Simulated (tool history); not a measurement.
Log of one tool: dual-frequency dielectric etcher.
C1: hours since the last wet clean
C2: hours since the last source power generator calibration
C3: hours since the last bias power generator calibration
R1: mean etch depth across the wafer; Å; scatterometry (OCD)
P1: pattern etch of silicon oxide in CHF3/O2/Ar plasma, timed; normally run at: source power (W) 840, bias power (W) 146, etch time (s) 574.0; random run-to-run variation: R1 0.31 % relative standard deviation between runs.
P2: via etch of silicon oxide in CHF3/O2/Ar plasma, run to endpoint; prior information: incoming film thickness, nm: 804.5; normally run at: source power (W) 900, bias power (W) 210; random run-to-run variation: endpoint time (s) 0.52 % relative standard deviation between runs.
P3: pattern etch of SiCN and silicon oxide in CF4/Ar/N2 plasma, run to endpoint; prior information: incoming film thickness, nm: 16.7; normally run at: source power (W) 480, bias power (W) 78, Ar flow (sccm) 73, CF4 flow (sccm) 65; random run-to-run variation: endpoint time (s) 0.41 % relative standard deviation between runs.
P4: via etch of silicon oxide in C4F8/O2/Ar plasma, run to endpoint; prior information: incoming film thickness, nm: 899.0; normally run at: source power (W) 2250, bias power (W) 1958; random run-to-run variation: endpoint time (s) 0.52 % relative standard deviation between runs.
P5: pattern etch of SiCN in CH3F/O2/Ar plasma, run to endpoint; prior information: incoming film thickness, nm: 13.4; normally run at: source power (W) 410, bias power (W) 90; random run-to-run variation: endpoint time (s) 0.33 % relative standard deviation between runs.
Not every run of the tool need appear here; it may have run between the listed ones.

{"run": 1, "hour": 6.1, "process that ran": "P1", "source power (W)": 840, "bias power (W)": 146, "etch time (s)": 574.0, "C1": 357.5, "C2": 1356.9, "C3": 1178.4, "R1": 12320.0}
{"run": 2, "hour": 14.6, "process that ran": "P2", "source power (W)": 570, "bias power (W)": 210, "C1": 366.0, "C2": 1365.4, "C3": 1186.9, "endpoint time (s)": 394.54}
{"run": 3, "hour": 21.4, "process that ran": "P3", "source power (W)": 480, "bias power (W)": 78, "Ar flow (sccm)": 50, "CF4 flow (sccm)": 65, "C1": 372.8, "C2": 1372.2, "C3": 1193.7, "endpoint time (s)": 16.398}
{"run": 4, "hour": 29.2, "process that ran": "P3", "source power (W)": 600, "bias power (W)": 78, "Ar flow (sccm)": 73, "CF4 flow (sccm)": 65, "C1": 380.6, "C2": 1380.0, "C3": 1201.5, "endpoint time (s)": 14.137}
{"run": 5, "hour": 33.3, "process that ran": "P2", "source power (W)": 900, "bias power (W)": 210, "C1": 384.7, "C2": 1384.1, "C3": 1205.6, "endpoint time (s)": 324.14}
{"run": 6, "hour": 41.6, "process that ran": "P2", "source power (W)": 900, "bias power (W)": 210, "C1": 393.0, "C2": 1392.4, "C3": 1213.9, "endpoint time (s)": 330.76}
{"run": 7, "hour": 50.1, "process that ran": "P1", "source power (W)": 840, "bias power (W)": 146, "etch time (s)": 574.0, "C1": 401.5, "C2": 1400.9, "C3": 1222.4, "R1": 12341.0}
{"hour": 50.5, "done": "bias power generator calibrated"}
{"run": 8, "hour": 54.4, "process that ran": "P1", "source power (W)": 840, "bias power (W)": 146, "etch time (s)": 705.5, "C1": 405.8, "C2": 1405.2, "C3": 4.0, "R1": 15101.0}
{"run": 9, "hour": 62.7, "process that ran": "P5", "source power (W)": 410, "bias power (W)": 126, "C1": 414.1, "C2": 1413.5, "C3": 12.3, "endpoint time (s)": 28.785}
{"run": 10, "hour": 70.7, "process that ran": "P4", "source power (W)": 2250, "bias power (W)": 1220, "C1": 422.1, "C2": 1421.5, "C3": 20.3, "endpoint time (s)": 193.44}
{"run": 11, "hour": 75.5, "process that ran": "P1", "source power (W)": 840, "bias power (W)": 146, "etch time (s)": 574.0, "C1": 426.9, "C2": 1426.3, "C3": 25.1, "R1": 12351.0}
{"run": 12, "hour": 83.3, "process that ran": "P3", "source power (W)": 480, "bias power (W)": 78, "Ar flow (sccm)": 73, "CF4 flow (sccm)": 65, "C1": 434.7, "C2": 1434.1, "C3": 32.9, "endpoint time (s)": 17.292}
{"run": 13, "hour": 91.2, "process that ran": "P5", "source power (W)": 410, "bias power (W)": 90, "C1": 442.6, "C2": 1442.0, "C3": 40.8, "endpoint time (s)": 32.58}
{"run": 14, "hour": 96.4, "process that ran": "P4", "source power (W)": 2250, "bias power (W)": 1958, "C1": 447.8, "C2": 1447.2, "C3": 46.0, "endpoint time (s)": 171.5}
{"run": 15, "hour": 100.7, "process that ran": "P2", "source power (W)": 900, "bias power (W)": 148, "C1": 452.1, "C2": 1451.5, "C3": 50.3, "endpoint time (s)": 367.36}
{"run": 16, "hour": 106.7, "process that ran": "P3", "source power (W)": 480, "bias power (W)": 78, "Ar flow (sccm)": 73, "CF4 flow (sccm)": 65, "C1": 458.1, "C2": 1457.5, "C3": 56.3, "endpoint time (s)": 17.27}
{"run": 17, "hour": 112.0, "process that ran": "P3", "source power (W)": 480, "bias power (W)": 46, "Ar flow (sccm)": 73, "CF4 flow (sccm)": 65, "C1": 463.4, "C2": 1462.8, "C3": 61.6, "endpoint time (s)": 20.452}
{"run": 18, "hour": 120.6, "process that ran": "P4", "source power (W)": 1420, "bias power (W)": 1958, "C1": 472.0, "C2": 1471.4, "C3": 70.2, "endpoint time (s)": 205.86}
{"run": 19, "hour": 128.9, "process that ran": "P1", "source power (W)": 840, "bias power (W)": 146, "etch time (s)": 574.0, "C1": 480.3, "C2": 1479.7, "C3": 78.5, "R1": 12258.0}
{"run": 20, "hour": 138.2, "process that ran": "P1", "source power (W)": 840, "bias power (W)": 114, "etch time (s)": 574.0, "C1": 489.6, "C2": 1489.0, "C3": 87.8, "R1": 11376.0}
{"run": 21, "hour": 145.6, "process that ran": "P1", "source power (W)": 840, "bias power (W)": 146, "etch time (s)": 378.0, "C1": 497.0, "C2": 1496.4, "C3": 95.2, "R1": 8048.9}
{"hour": 145.7, "done": "wet clean of the chamber"}
{"run": 22, "hour": 150.1, "process that ran": "P1", "source power (W)": 840, "bias power (W)": 198, "etch time (s)": 574.0, "C1": 4.4, "C2": 1500.9, "C3": 99.7, "R1": 13581.0}
{"run": 23, "hour": 156.2, "process that ran": "P3", "source power (W)": 480, "bias power (W)": 78, "Ar flow (sccm)": 73, "CF4 flow (sccm)": 89, "C1": 10.5, "C2": 1507.0, "C3": 105.8, "endpoint time (s)": 16.582}
{"run": 24, "hour": 163.9, "process that ran": "P1", "source power (W)": 840, "bias power (W)": 146, "etch time (s)": 574.0, "C1": 18.2, "C2": 1514.7, "C3": 113.5, "R1": 12327.0}
{"run": 25, "hour": 171.6, "process that ran": "P1", "source power (W)": 1070, "bias power (W)": 146, "etch time (s)": 574.0, "C1": 25.9, "C2": 1522.4, "C3": 121.2, "R1": 13538.0}
{"run": 26, "hour": 178.4, "process that ran": "P1", "source power (W)": 620, "bias power (W)": 183, "etch time (s)": 574.0, "C1": 32.7, "C2": 1529.2, "C3": 128.0, "R1": 11742.0}
{"run": 27, "hour": 185.3, "process that ran": "P1", "source power (W)": 840, "bias power (W)": 181, "etch time (s)": 811.0, "C1": 39.6, "C2": 1536.1, "C3": 134.9, "R1": 18589.0}
{"run": 28, "hour": 190.9, "process that ran": "P5", "source power (W)": 540, "bias power (W)": 90, "C1": 45.2, "C2": 1541.7, "C3": 140.5, "endpoint time (s)": 29.379}
{"run": 29, "hour": 195.5, "process that ran": "P1", "source power (W)": 680, "bias power (W)": 146, "etch time (s)": 574.0, "C1": 49.8, "C2": 1546.3, "C3": 145.1, "R1": 11337.0}
{"run": 30, "hour": 200.5, "process that ran": "P1", "source power (W)": 840, "bias power (W)": 146, "etch time (s)": 574.0, "C1": 54.8, "C2": 1551.3, "C3": 150.1, "R1": 12312.0}
{"run": 31, "hour": 205.0, "process that ran": "P1", "source power (W)": 840, "bias power (W)": 146, "etch time (s)": 574.0, "C1": 59.3, "C2": 1555.8, "C3": 154.6, "R1": 12202.0}
{"run": 32, "hour": 210.5, "process that ran": "P1", "source power (W)": 840, "bias power (W)": 146, "etch time (s)": 574.0, "C1": 64.8, "C2": 1561.3, "C3": 160.1, "R1": 12231.0}
{"run": 33, "hour": 217.6, "process that ran": "P1", "source power (W)": 840, "bias power (W)": 146, "etch time (s)": 574.0, "C1": 71.9, "C2": 1568.4, "C3": 167.2, "R1": 12142.0}

Run 34, settings as shown, results not yet in. Your forecast:
{"hour": 223.6, "done": "wet clean of the chamber"}
{"run": 34, "hour": 224.6, "process that ran": "P1", "source power (W)": 840, "bias power (W)": 146, "etch time (s)": 574.0, "C1": 1.0, "C2": 1575.4, "C3": 174.2, "R1": "?"}

R1: 12175.0 Å
